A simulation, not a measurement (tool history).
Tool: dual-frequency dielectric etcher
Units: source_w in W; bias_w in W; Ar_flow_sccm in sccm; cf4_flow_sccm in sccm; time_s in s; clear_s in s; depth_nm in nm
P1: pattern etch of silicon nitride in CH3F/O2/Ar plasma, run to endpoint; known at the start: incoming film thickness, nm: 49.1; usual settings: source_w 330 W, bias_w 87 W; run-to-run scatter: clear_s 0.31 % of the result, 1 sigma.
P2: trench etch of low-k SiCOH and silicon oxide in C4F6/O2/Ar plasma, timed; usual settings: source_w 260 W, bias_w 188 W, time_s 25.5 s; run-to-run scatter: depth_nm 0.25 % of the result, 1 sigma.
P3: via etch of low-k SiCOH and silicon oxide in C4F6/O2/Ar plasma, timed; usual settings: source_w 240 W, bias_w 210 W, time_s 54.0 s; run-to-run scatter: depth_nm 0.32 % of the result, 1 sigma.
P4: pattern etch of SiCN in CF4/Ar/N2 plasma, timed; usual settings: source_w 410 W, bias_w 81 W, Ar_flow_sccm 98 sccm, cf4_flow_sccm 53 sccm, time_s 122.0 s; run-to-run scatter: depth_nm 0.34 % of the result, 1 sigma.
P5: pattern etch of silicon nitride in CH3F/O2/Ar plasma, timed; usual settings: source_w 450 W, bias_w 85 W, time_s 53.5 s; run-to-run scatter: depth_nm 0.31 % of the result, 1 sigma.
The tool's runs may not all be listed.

| run | hour | process | source_w | bias_w | Ar_flow_sccm | cf4_flow_sccm | time_s | clear_s | depth_nm |
|---|---|---|---|---|---|---|---|---|---|
| 1 | 3.1 | P1 | 330 | 87 |  |  |  | 72.345 |  |
| 2 | 7.2 | P1 | 400 | 87 |  |  |  | 66.814 |  |
| 3 | 11.2 | P4 | 410 | 81 | 98 | 53 | 122.0 |  | 95.815 |
| 4 | 14.4 | P1 | 200 | 112 |  |  |  | 79.386 |  |
| 5 | 18.7 | P4 | 410 | 81 | 98 | 63 | 122.0 |  | 97.403 |
| 6 | 21.0 | P4 | 410 | 81 | 98 | 53 | 81.0 |  | 62.895 |
| 7 | 24.3 | P2 | 260 | 188 |  |  | 19.0 |  | 51.592 |
| 8 | 26.8 | P4 | 560 | 81 | 98 | 53 | 122.0 |  | 125.300 |
| 9 | 29.8 | P1 | 240 | 87 |  |  |  | 81.991 |  |
| 10 | 34.2 | P3 | 300 | 210 |  |  | 54.0 |  | 123.650 |
| 11 | 36.7 | P3 | 240 | 210 |  |  | 54.0 |  | 113.600 |
| 12 | 39.5 | P5 | 450 | 56 |  |  | 53.5 |  | 37.167 |
| 13 | 43.1 | P5 | 620 | 85 |  |  | 53.5 |  | 48.451 |
| 14 | 46.4 | P2 | 170 | 188 |  |  | 25.5 |  | 58.923 |
| 15 | 50.8 | P1 | 330 | 114 |  |  |  | 65.241 |  |
| 16 | 55.3 | P4 | 410 | 113 | 98 | 53 | 122.0 |  | 108.530 |
| 17 | 59.2 | P1 | 330 | 87 |  |  |  | 72.238 |  |
| 18 | 62.9 | P1 | 330 | 87 |  |  |  | 71.951 |  |
| 19 | 66.2 | P1 | 410 | 54 |  |  |  | 78.386 |  |
| 20 | 69.8 | P4 | 410 | 81 | 125 | 53 | 122.0 |  | 91.735 |
| 21 | 74.2 | P1 | 330 | 61 |  |  |  | 81.467 |  |
| 22 | 78.4 | P3 | 240 | 142 |  |  | 54.0 |  | 99.318 |
| 23 | 81.5 | P1 | 330 | 87 |  |  |  | 71.881 |  |
| 24 | 85.2 | P1 | 330 | 87 |  |  |  | 72.372 |  |
| 25 | 89.7 | P5 | 450 | 85 |  |  | 53.5 |  | 42.945 |
| 26 | 91.8 | P5 | 450 | 85 |  |  | 39.5 |  | 31.601 |
| 27 | 95.7 | P3 | 240 | 210 |  |  | 33.0 |  | 69.240 |
| 28 | 97.9 | P2 | 260 | 224 |  |  | 25.5 |  | 72.948 |
| 29 | 102.1 | P5 | 450 | 85 |  |  | 53.5 |  | 42.801 |
| 30 | 105.3 | P2 | 260 | 188 |  |  | 25.5 |  | 68.970 |
| 31 | 109.9 | P1 | 330 | 87 |  |  |  | 72.485 |  |
| 32 | 112.6 | P1 | 330 | 87 |  |  |  | 71.731 |  |
| 33 | 116.7 | P1 | 330 | 87 |  |  |  | 71.550 |  |
| 34 | 121.3 | P1 | 330 | 87 |  |  |  | 71.339 |  |

Forecast run 35:
|  | 122.8 | wet clean of the chamber |
| 35 | 124.2 | P1 | 330 | 87 |  |  |  | ? |  |

{"run 35": {"clear_s": 71.268}}
